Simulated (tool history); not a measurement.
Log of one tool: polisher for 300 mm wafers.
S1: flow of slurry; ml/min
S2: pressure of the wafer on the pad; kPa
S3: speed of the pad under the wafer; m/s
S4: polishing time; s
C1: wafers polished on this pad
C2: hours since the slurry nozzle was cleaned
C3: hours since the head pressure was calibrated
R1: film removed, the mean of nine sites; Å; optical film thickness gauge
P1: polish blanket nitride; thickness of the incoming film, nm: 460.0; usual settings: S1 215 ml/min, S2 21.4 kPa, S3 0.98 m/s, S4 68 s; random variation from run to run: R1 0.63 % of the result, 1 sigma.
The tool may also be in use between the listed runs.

run 1 hour=7 | S1=215 S2=21.4 S3=0.98 S4=68 | C1=592 C2=51.6 C3=151.7 | R1=1088.6
run 2 hour=12.9 | S1=215 S2=21.4 S3=0.98 S4=68 | C1=625 C2=57.5 C3=157.6 | R1=1089.6
run 3 hour=18.8 | S1=215 S2=21.4 S3=0.98 S4=68 | C1=657 C2=63.4 C3=163.5 | R1=1093.3
run 4 hour=24.8 | S1=215 S2=21.4 S3=1.34 S4=40 | C1=690 C2=69.4 C3=169.5 | R1=815.43
run 5 hour=30.7 | S1=215 S2=21.4 S3=0.98 S4=68 | C1=722 C2=75.3 C3=175.4 | R1=1087.9
run 6 hour=37.8 | S1=215 S2=12.4 S3=0.98 S4=68 | C1=761 C2=82.4 C3=182.5 | R1=629.16
run 7 hour=46.8 | S1=215 S2=21.4 S3=0.98 S4=38 | C1=811 C2=91.4 C3=191.5 | R1=608.29
run 8 hour=54.6 | S1=215 S2=21.4 S3=1.28 S4=100 | C1=853 C2=99.2 C3=199.3 | R1=1989.7
run 9 hour=63.1 | S1=215 S2=21.4 S3=1.52 S4=68 | C1=900 C2=107.7 C3=207.8 | R1=1555.9
run 10 hour=71 | S1=215 S2=21.4 S3=0.98 S4=68 | C1=943 C2=115.6 C3=215.7 | R1=1084.7
-- hour=73.5 head pressure recalibrated
run 11 hour=78.2 | S1=215 S2=33.1 S3=0.98 S4=68 | C1=983 C2=122.8 C3=4.8 | R1=1681.4
run 12 hour=83.9 | S1=215 S2=21.4 S3=0.6 S4=68 | C1=1014 C2=128.5 C3=10.5 | R1=740.44
run 13 hour=90.4 | S1=130 S2=21.4 S3=0.98 S4=68 | C1=1050 C2=135 C3=17 | R1=999.66
run 14 hour=98.4 | S1=330 S2=21.4 S3=0.98 S4=68 | C1=1094 C2=143 C3=25 | R1=1138.3

Forecast run 15:
run 15 hour=105 | S1=215 S2=21.4 S3=1.4 S4=87 | C1=1130 C2=149.6 C3=31.6 | R1=?

Run 15 gave R1 1836 Å.
